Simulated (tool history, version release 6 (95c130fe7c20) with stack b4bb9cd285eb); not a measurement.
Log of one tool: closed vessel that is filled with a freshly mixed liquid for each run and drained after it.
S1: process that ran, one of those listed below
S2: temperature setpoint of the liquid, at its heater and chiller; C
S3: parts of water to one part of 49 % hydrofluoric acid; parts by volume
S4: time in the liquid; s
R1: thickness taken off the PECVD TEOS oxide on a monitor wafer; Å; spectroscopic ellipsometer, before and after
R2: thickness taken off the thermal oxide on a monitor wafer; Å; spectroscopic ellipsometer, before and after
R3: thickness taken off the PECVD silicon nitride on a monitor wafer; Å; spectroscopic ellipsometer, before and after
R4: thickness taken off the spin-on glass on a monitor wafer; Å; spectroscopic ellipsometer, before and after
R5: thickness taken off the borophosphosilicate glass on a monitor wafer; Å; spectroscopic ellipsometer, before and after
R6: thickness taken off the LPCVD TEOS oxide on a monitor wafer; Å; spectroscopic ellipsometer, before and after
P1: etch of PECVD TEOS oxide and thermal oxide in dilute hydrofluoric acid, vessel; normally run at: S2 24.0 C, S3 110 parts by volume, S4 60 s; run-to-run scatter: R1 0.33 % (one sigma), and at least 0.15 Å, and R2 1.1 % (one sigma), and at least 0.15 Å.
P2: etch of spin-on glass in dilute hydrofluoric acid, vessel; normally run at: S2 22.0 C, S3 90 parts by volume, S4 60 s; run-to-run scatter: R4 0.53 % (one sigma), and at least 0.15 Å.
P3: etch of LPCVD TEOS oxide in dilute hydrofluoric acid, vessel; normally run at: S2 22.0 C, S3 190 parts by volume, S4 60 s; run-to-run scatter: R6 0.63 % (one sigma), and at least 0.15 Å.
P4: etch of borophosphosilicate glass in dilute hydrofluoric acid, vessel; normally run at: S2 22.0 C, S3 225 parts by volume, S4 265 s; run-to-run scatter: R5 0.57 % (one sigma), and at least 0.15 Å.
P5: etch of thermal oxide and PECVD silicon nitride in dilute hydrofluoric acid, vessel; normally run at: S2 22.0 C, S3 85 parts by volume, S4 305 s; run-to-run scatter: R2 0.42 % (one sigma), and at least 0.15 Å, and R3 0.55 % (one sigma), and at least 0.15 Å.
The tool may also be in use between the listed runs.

Run 1, day 0.642: S1 P1, S2 24.0 C, S3 110 parts by volume, S4 60 s. Result: R1 95.948 Å, R2 25.158 Å.
Run 2, day 1.146: S1 P1, S2 24.0 C, S3 110 parts by volume, S4 60 s. Result: R1 96.157 Å, R2 25.212 Å.
Run 3, day 1.867: S1 P1, S2 24.0 C, S3 110 parts by volume, S4 60 s. Result: R1 96.725 Å, R2 25.196 Å.
Run 4, day 2.488: S1 P1, S2 24.0 C, S3 150 parts by volume, S4 60 s. Result: R1 67.527 Å, R2 17.795 Å.
Run 5, day 3.117: S1 P1, S2 24.0 C, S3 110 parts by volume, S4 95 s. Result: R1 152.200 Å, R2 40.854 Å.
Run 6, day 3.442: S1 P5, S2 22.0 C, S3 25 parts by volume, S4 305 s. Result: R2 671.080 Å, R3 576.060 Å.
Run 7, day 3.875: S1 P5, S2 17.5 C, S3 85 parts by volume, S4 305 s. Result: R2 151.270 Å, R3 127.890 Å.
Run 8, day 4.250: S1 P1, S2 24.0 C, S3 110 parts by volume, S4 60 s. Result: R1 96.613 Å, R2 26.228 Å.
Run 9, day 4.800: S1 P1, S2 32.0 C, S3 110 parts by volume, S4 60 s. Result: R1 130.860 Å, R2 35.279 Å.
Run 10, day 5.171: S1 P2, S2 17.0 C, S3 90 parts by volume, S4 60 s. Result: R4 209.59 Å.
Run 11, day 5.708: S1 P4, S2 17.0 C, S3 225 parts by volume, S4 265 s. Result: R5 207.93 Å.
Run 12, day 6.033: S1 P5, S2 22.0 C, S3 85 parts by volume, S4 305 s. Result: R2 182.510 Å, R3 175.230 Å.
At day 6.304: hydrofluoric acid flow meter replaced.
Run 13, day 6.608: S1 P4, S2 22.0 C, S3 405 parts by volume, S4 265 s. Result: R5 117.61 Å.
Run 14, day 7.088: S1 P1, S2 24.0 C, S3 110 parts by volume, S4 60 s. Result: R1 96.362 Å, R2 25.718 Å.
Run 15, day 7.567: S1 P4, S2 22.0 C, S3 225 parts by volume, S4 470 s. Result: R5 444.01 Å.
Run 16, day 8.171: S1 P3, S2 22.0 C, S3 190 parts by volume, S4 30 s. Result: R6 22.146 Å.
Run 17, day 8.608: S1 P2, S2 22.0 C, S3 20 parts by volume, S4 60 s. Result: R4 1250.10 Å.
Run 18, day 9.021: S1 P5, S2 22.0 C, S3 85 parts by volume, S4 130 s. Result: R2 78.243 Å, R3 74.303 Å.
Run 19, day 9.496: S1 P3, S2 29.5 C, S3 190 parts by volume, S4 60 s. Result: R6 58.583 Å.
Run 20, day 9.817: S1 P1, S2 20.5 C, S3 145 parts by volume, S4 60 s. Result: R1 61.250 Å, R2 16.266 Å.
Run 21, day 10.471: S1 P2, S2 22.0 C, S3 90 parts by volume, S4 60 s. Result: R4 255.30 Å.
Run 22, day 11.088: S1 P3, S2 22.0 C, S3 275 parts by volume, S4 60 s. Result: R6 28.501 Å.
Run 23, day 11.617: S1 P1, S2 24.0 C, S3 110 parts by volume, S4 35 s. Result: R1 56.172 Å, R2 15.217 Å.
Run 24, day 11.979: S1 P2, S2 22.0 C, S3 90 parts by volume, S4 105 s. Result: R4 448.64 Å.
Run 25, day 12.400: S1 P1, S2 24.0 C, S3 55 parts by volume, S4 60 s. Result: R1 207.460 Å, R2 52.925 Å.
Run 26, day 12.725: S1 P4, S2 22.0 C, S3 225 parts by volume, S4 265 s. Result: R5 253.81 Å.
Run 27, day 13.192: S1 P5, S2 22.0 C, S3 85 parts by volume, S4 305 s. Result: R2 181.690 Å, R3 173.710 Å.
Run 28, day 13.608: S1 P1, S2 19.0 C, S3 110 parts by volume, S4 60 s. Result: R1 78.930 Å, R2 20.812 Å.
Run 29, day 13.946: S1 P3, S2 22.0 C, S3 190 parts by volume, S4 60 s. Result: R6 44.816 Å.
Run 30, day 14.292: S1 P4, S2 22.0 C, S3 225 parts by volume, S4 265 s. Result: R5 253.06 Å.
Run 31, day 14.838: S1 P1, S2 24.0 C, S3 110 parts by volume, S4 60 s. Result: R1 96.643 Å, R2 24.940 Å.
Run 32, day 15.404: S1 P1, S2 24.0 C, S3 110 parts by volume, S4 60 s. Result: R1 99.292 Å, R2 26.114 Å.
Run 33, day 15.875: S1 P1, S2 24.0 C, S3 110 parts by volume, S4 60 s. Result: R1 100.170 Å, R2 26.210 Å.
Run 34, day 16.229: S1 P1, S2 24.0 C, S3 110 parts by volume, S4 60 s. Result: R1 100.850 Å, R2 26.810 Å.
Run 35, day 16.617: S1 P1, S2 24.0 C, S3 110 parts by volume, S4 60 s. Result: R1 101.500 Å, R2 25.788 Å.
Run 36, day 17.325: S1 P1, S2 24.0 C, S3 110 parts by volume, S4 60 s. Result: R1 102.360 Å, R2 26.379 Å.
Run 37, day 17.821: S1 P1, S2 24.0 C, S3 110 parts by volume, S4 60 s. Result: R1 102.790 Å, R2 26.867 Å.
Run 38, day 18.517: S1 P1, S2 24.0 C, S3 110 parts by volume, S4 60 s. Result: R1 103.360 Å, R2 26.786 Å.
Run 39, day 19.138: S1 P1, S2 24.0 C, S3 110 parts by volume, S4 60 s. Result: R1 103.290 Å, R2 27.124 Å.
Run 40, day 19.867: S1 P1, S2 24.0 C, S3 110 parts by volume, S4 60 s. Result: R1 103.140 Å, R2 27.140 Å.
Run 41, day 20.271: S1 P1, S2 24.0 C, S3 110 parts by volume, S4 60 s. Result: R1 103.550 Å, R2 27.273 Å.
Run 42, day 20.712: S1 P1, S2 24.0 C, S3 110 parts by volume, S4 60 s. Result: R1 103.930 Å, R2 27.632 Å.

What P1 gives has crept away from where it was. These 2 causes fit the log equally well, each at the size given:
A: hydrofluoric acid flow above the setpoint (%) = 6.4
B: liquid hotter than its thermometer reads (K) = 1.8
The creep began at about day 14.838.

4 check runs are offered, one wafer each, their results left as question marks. Which one tells the causes apart?
Run check 1, day 21.154: S1 P3, S2 29.5 C, S3 190 parts by volume, S4 60 s. Result: R6 ?.
Run check 2, day 21.154: S1 P5, S2 18.0 C, S3 40 parts by volume, S4 305 s. Result: R2 ?, R3 ?.
Run check 3, day 21.154: S1 P2, S2 22.0 C, S3 40 parts by volume, S4 100 s. Result: R4 ?.
Run check 4, day 21.154: S1 P4, S2 17.0 C, S3 225 parts by volume, S4 265 s. Result: R5 ?.

What each check would give under each cause:
  check  result     if A     if B
check 1      R6   63.441   62.573
check 2      R2  367.890  372.610
check 2      R3  291.970  312.080
check 3      R4  1088.60  1099.60
check 4      R5   223.75   222.84
How far apart the two closest causes lie, in the result that separates them most: check 1 1.38 %; check 2 6.66 %; check 3 1.01 %; check 4 0.4 %
Check 2 tells the causes apart: in the others they would give nearly the same result.

Check 2 was then run and gave: R2 371.540 Å; R3 311.720 Å. Which cause is it?

It is B: liquid hotter than its thermometer reads (K).

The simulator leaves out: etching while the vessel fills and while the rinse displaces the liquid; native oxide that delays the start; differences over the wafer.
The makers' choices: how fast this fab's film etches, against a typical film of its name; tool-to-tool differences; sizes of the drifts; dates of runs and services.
